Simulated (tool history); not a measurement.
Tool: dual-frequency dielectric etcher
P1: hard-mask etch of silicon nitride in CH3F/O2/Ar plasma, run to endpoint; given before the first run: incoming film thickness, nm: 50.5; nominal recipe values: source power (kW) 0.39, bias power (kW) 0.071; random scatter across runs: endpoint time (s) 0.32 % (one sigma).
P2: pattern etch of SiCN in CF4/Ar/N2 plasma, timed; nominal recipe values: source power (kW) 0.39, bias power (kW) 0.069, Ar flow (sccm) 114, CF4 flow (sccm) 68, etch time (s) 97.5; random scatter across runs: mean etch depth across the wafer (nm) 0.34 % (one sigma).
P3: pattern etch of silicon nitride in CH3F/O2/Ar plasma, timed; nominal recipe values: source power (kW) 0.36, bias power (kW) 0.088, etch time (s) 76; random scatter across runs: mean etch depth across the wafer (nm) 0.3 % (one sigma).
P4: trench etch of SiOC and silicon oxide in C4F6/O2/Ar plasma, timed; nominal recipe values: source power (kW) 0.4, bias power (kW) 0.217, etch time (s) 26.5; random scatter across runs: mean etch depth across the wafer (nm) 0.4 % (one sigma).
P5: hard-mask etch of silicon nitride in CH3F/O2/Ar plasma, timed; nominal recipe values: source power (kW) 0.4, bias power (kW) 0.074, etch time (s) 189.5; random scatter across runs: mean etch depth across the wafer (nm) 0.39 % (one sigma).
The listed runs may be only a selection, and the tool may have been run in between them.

| run | hour | process that ran | source power (kW) | bias power (kW) | etch time (s) | Ar flow (sccm) | CF4 flow (sccm) | hours since the last wet clean | hours since the last source power generator calibration | hours since the last bias power generator calibration | endpoint time (s) | mean etch depth across the wafer (nm) |
|---|---|---|---|---|---|---|---|---|---|---|---|---|
| 1 | 5 | P1 | 0.39 | 0.071 |  |  |  | 328.1 | 1428.7 | 2025.5 | 77.126 |  |
| 2 | 14.7 | P3 | 0.21 | 0.088 | 76 |  |  | 337.8 | 1438.4 | 2035.2 |  | 44.142 |
| 3 | 20.7 | P1 | 0.29 | 0.071 |  |  |  | 343.8 | 1444.4 | 2041.2 | 85.835 |  |
| 4 | 31.5 | P1 | 0.39 | 0.071 |  |  |  | 354.6 | 1455.2 | 2052 | 76.8 |  |
| 5 | 42.2 | P4 | 0.4 | 0.133 | 26.5 |  |  | 365.3 | 1465.9 | 2062.7 |  | 48.133 |
| 6 | 47.5 | P2 | 0.39 | 0.069 | 97.5 | 114 | 68 | 370.6 | 1471.2 | 2068 |  | 70.48 |
| 7 | 58 | P4 | 0.49 | 0.217 | 26.5 |  |  | 381.1 | 1481.7 | 2078.5 |  | 60.708 |
| 8 | 64.9 | P2 | 0.39 | 0.051 | 97.5 | 114 | 68 | 388 | 1488.6 | 2085.4 |  | 63.988 |
| 9 | 71.4 | P1 | 0.39 | 0.071 |  |  |  | 394.5 | 1495.1 | 2091.9 | 77.068 |  |
| 10 | 80.2 | P5 | 0.4 | 0.074 | 104.5 |  |  | 403.3 | 1503.9 | 2100.7 |  | 75.722 |
| 11 | 90.7 | P3 | 0.36 | 0.088 | 76 |  |  | 413.8 | 1514.4 | 2111.2 |  | 54.175 |
| 12 | 99.1 | P2 | 0.39 | 0.069 | 97.5 | 114 | 68 | 422.2 | 1522.8 | 2119.6 |  | 70.814 |
| 13 | 108.3 | P5 | 0.4 | 0.097 | 189.5 |  |  | 431.4 | 1532 | 2128.8 |  | 151.68 |
| 14 | 116.5 | P1 | 0.53 | 0.059 |  |  |  | 439.6 | 1540.2 | 2137 | 72.234 |  |
| 15 | 125.9 | P2 | 0.39 | 0.069 | 97.5 | 114 | 94 | 449 | 1549.6 | 2146.4 |  | 74.098 |
| 16 | 135.1 | P1 | 0.46 | 0.1 |  |  |  | 458.2 | 1558.8 | 2155.6 | 64.095 |  |
| 17 | 141.7 | P1 | 0.39 | 0.095 |  |  |  | 464.8 | 1565.4 | 2162.2 | 68.852 |  |
| 18 | 147.1 | P5 | 0.4 | 0.074 | 189.5 |  |  | 470.2 | 1570.8 | 2167.6 |  | 138 |
| 19 | 157.9 | P1 | 0.39 | 0.051 |  |  |  | 481 | 1581.6 | 2178.4 | 85.391 |  |
| 20 | 162.8 | P1 | 0.39 | 0.071 |  |  |  | 485.9 | 1586.5 | 2183.3 | 76.796 |  |
| 21 | 173.8 | P1 | 0.5 | 0.071 |  |  |  | 496.9 | 1597.5 | 2194.3 | 70.1 |  |
| 22 | 182.4 | P2 | 0.39 | 0.069 | 97.5 | 74 | 68 | 505.5 | 1606.1 | 2202.9 |  | 75.237 |
| 23 | 193.1 | P1 | 0.39 | 0.071 |  |  |  | 516.2 | 1616.8 | 2213.6 | 76.473 |  |
| 24 | 201.7 | P3 | 0.36 | 0.072 | 76 |  |  | 524.8 | 1625.4 | 2222.2 |  | 50.472 |
| 25 | 212.2 | P4 | 0.4 | 0.217 | 26.5 |  |  | 535.3 | 1635.9 | 2232.7 |  | 55.845 |
| 26 | 219.7 | P5 | 0.4 | 0.074 | 189.5 |  |  | 542.8 | 1643.4 | 2240.2 |  | 137.38 |
| 27 | 225.1 | P2 | 0.39 | 0.069 | 53.5 | 114 | 68 | 548.2 | 1648.8 | 2245.6 |  | 38.829 |
| 28 | 232.8 | P4 | 0.4 | 0.217 | 26.5 |  |  | 555.9 | 1656.5 | 2253.3 |  | 56.496 |
| 29 | 242.2 | P4 | 0.4 | 0.217 | 18.5 |  |  | 565.3 | 1665.9 | 2262.7 |  | 39.138 |
| 30 | 248 | P2 | 0.5 | 0.069 | 97.5 | 114 | 68 | 571.1 | 1671.7 | 2268.5 |  | 87.977 |
| 31 | 255 | P5 | 0.56 | 0.074 | 189.5 |  |  | 578.1 | 1678.7 | 2275.5 |  | 155.98 |
| 32 | 266.2 | P3 | 0.36 | 0.088 | 100.5 |  |  | 589.3 | 1689.9 | 2286.7 |  | 71.511 |
| 33 | 272 | P1 | 0.39 | 0.071 |  |  |  | 595.1 | 1695.7 | 2292.5 | 76.548 |  |
| 34 | 278 | P1 | 0.39 | 0.071 |  |  |  | 601.1 | 1701.7 | 2298.5 | 76.901 |  |
| 35 | 285.8 | P1 | 0.39 | 0.071 |  |  |  | 608.9 | 1709.5 | 2306.3 | 77.296 |  |
| 36 | 290.7 | P1 | 0.39 | 0.071 |  |  |  | 613.8 | 1714.4 | 2311.2 | 77.599 |  |
| 37 | 298.7 | P1 | 0.39 | 0.071 |  |  |  | 621.8 | 1722.4 | 2319.2 | 78.107 |  |
|  | 300.6 | wet clean of the chamber |
| 38 | 305.1 | P1 | 0.39 | 0.071 |  |  |  | 4.5 | 1728.8 | 2325.6 | 78.11 |  |
| 39 | 313.1 | P1 | 0.39 | 0.071 |  |  |  | 12.5 | 1736.8 | 2333.6 | 78.099 |  |
| 40 | 320.4 | P1 | 0.39 | 0.071 |  |  |  | 19.8 | 1744.1 | 2340.9 | 77.905 |  |

What P1 gives has crept off from where it sat before. The 2 causes that follow fit the log equally well, each at the size noted:
A: bias power that arrives under what is set, % = 4.63
B: source power that arrives under what is set, % = 4.17
At approximately hour 278, the process output began to creep.
Why every other cause is out:
chamber walls in a state that lowers the etch rate, %: work on it at hour 300.6, done after the drift set in, did not restore what the process gave before

Each of the check runs listed below is run on 2 wafers and reports their average, with the results left as question marks. Pick the one under which the possible causes would lead to clearly different results.
| check 1 | 327.7 | P4 | 0.4 | 0.137 | 26.5 |  |  |  |  |  |  | ? |
| check 2 | 327.7 | P2 | 0.39 | 0.069 | 97.5 | 86 | 68 |  |  |  |  | ? |
| check 3 | 327.7 | P3 | 0.36 | 0.072 | 76 |  |  |  |  |  |  | ? |
| check 4 | 327.7 | P5 | 0.47 | 0.074 | 111.5 |  |  |  |  |  |  | ? |

If the cause were each of the candidates in turn, the checks would give the following:
| check | result | if A | if B |
|---|---|---|---|
| check 1 | mean etch depth across the wafer (nm) | 47.851 | 47.715 |
| check 2 | mean etch depth across the wafer (nm) | 72.597 | 71.061 |
| check 3 | mean etch depth across the wafer (nm) | 49.575 | 49.584 |
| check 4 | mean etch depth across the wafer (nm) | 84.894 | 84.886 |
How far apart the two closest causes lie, in the result that separates them most: check 1 0.28 %; check 2 2.14 %; check 3 0.02 %; check 4 0.01 %
Check 2 distinguishes between the causes, while the remaining checks would return nearly the same result for all of them.

With check 2 done, the readings were: mean etch depth across the wafer (nm) 72.504. Identify which of the listed causes applies.

A is the cause: bias power that arrives under what is set, %.

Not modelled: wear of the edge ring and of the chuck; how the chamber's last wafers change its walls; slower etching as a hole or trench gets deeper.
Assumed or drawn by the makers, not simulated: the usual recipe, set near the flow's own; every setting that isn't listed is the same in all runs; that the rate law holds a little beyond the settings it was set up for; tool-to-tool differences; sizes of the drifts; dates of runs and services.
